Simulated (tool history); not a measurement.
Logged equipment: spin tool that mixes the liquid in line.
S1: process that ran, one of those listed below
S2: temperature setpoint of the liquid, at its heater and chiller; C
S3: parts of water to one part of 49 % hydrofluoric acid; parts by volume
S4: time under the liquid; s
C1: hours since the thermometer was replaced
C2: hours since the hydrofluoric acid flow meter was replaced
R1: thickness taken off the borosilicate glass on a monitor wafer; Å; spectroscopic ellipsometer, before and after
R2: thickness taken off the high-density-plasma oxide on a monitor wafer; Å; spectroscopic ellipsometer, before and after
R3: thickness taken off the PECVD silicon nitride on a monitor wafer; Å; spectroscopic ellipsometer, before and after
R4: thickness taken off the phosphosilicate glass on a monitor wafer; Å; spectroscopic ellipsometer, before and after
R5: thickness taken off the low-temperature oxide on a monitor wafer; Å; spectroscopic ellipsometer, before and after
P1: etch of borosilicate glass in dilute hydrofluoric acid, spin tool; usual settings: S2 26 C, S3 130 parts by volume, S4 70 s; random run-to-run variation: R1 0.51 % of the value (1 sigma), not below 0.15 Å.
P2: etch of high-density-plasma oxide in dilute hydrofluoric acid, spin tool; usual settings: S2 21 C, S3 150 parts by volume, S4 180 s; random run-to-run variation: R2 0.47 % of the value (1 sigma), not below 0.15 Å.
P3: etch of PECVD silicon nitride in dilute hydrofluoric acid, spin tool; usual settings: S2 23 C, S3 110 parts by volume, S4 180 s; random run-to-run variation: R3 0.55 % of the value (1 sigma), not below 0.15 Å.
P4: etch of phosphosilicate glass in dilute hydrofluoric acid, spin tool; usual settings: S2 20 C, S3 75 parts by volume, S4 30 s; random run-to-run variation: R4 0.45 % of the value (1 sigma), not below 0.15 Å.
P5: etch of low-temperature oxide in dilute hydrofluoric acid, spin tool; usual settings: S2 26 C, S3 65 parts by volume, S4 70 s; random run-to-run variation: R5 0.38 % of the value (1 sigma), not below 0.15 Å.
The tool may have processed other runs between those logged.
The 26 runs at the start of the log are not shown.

run,day,S1,S2,S3,S4,C1,C2,R1,R2,R3,R4,R5
27,7.367,P2,21,25,180,97.1,511,,362.92,,,
28,7.654,P3,23,185,180,104,517.9,,,49.345,,
29,7.867,P1,18,130,15,109.1,523,32.074,,,,
30,8.038,P1,22,130,105,113.2,527.1,266.26,,,,
31,8.283,P5,26,100,70,119.1,533,,,,,128.07
32,8.654,P1,26,130,70,128,541.9,202.6,,,,
33,9,P1,26,130,70,136.3,550.2,198.55,,,,
34,9.329,P1,26,130,70,144.2,558.1,196.29,,,,
35,9.654,P1,26,130,70,152,565.9,194.15,,,,

Forecast run 36:
36,9.883,P1,26,130,70,157.5,571.4,?,,,,

R1: 193.65 Å
